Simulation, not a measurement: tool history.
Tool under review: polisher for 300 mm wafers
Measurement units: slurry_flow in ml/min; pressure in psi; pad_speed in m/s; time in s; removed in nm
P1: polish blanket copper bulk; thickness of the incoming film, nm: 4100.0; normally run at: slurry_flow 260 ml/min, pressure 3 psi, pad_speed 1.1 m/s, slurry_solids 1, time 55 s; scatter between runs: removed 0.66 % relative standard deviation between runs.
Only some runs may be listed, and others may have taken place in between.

| run | day | slurry_flow | pressure | pad_speed | slurry_solids | time | removed |
|---|---|---|---|---|---|---|---|
| 1 | 0.158 | 260 | 3 | 1.1 | 1 | 55 | 471.68 |
| 2 | 0.321 | 260 | 3 | 1.4 | 1 | 55 | 602.73 |
| 3 | 0.575 | 260 | 3 | 1.62 | 0.65 | 55 | 641.31 |
| 4 | 0.792 | 395 | 3 | 0.72 | 1 | 55 | 321.22 |
| 5 | 0.967 | 155 | 3 | 1.1 | 1 | 55 | 445.12 |
| 6 | 1.1 | 260 | 3 | 1.1 | 1 | 55 | 476.7 |
| 7 | 1.317 | 260 | 2 | 1.1 | 1.2 | 55 | 329.83 |
| 8 | 1.483 | 260 | 1.8 | 1.1 | 1 | 55 | 285.77 |
|  | 1.617 | slurry blender recalibrated |
| 9 | 1.775 | 260 | 4.5 | 1.1 | 1 | 55 | 718.52 |
| 10 | 2.042 | 260 | 3 | 0.64 | 1 | 55 | 276.48 |
| 11 | 2.246 | 260 | 3 | 1.1 | 1.3 | 55 | 506.16 |
| 12 | 2.404 | 260 | 3 | 1.1 | 1 | 35 | 301.28 |
| 13 | 2.533 | 260 | 3 | 1.1 | 1 | 55 | 472.95 |
| 14 | 2.692 | 260 | 3 | 1.1 | 0.65 | 55 | 433.5 |
| 15 | 2.854 | 260 | 3 | 1.1 | 1 | 71 | 621.18 |
| 16 | 2.992 | 260 | 3 | 1.1 | 1 | 55 | 478.96 |
| 17 | 3.208 | 395 | 3 | 1.1 | 1 | 55 | 488.76 |
| 18 | 3.421 | 260 | 3 | 1.1 | 1 | 55 | 473.67 |
| 19 | 3.688 | 260 | 3 | 1.1 | 1 | 55 | 463.66 |
| 20 | 3.825 | 260 | 3 | 1.1 | 1 | 55 | 458.83 |

For run 21, what comes out?
|  | 3.958 | slurry blender recalibrated |
| 21 | 3.971 | 260 | 3 | 1.1 | 1 | 55 | ? |

{"run 21": {"removed": 453.61}}

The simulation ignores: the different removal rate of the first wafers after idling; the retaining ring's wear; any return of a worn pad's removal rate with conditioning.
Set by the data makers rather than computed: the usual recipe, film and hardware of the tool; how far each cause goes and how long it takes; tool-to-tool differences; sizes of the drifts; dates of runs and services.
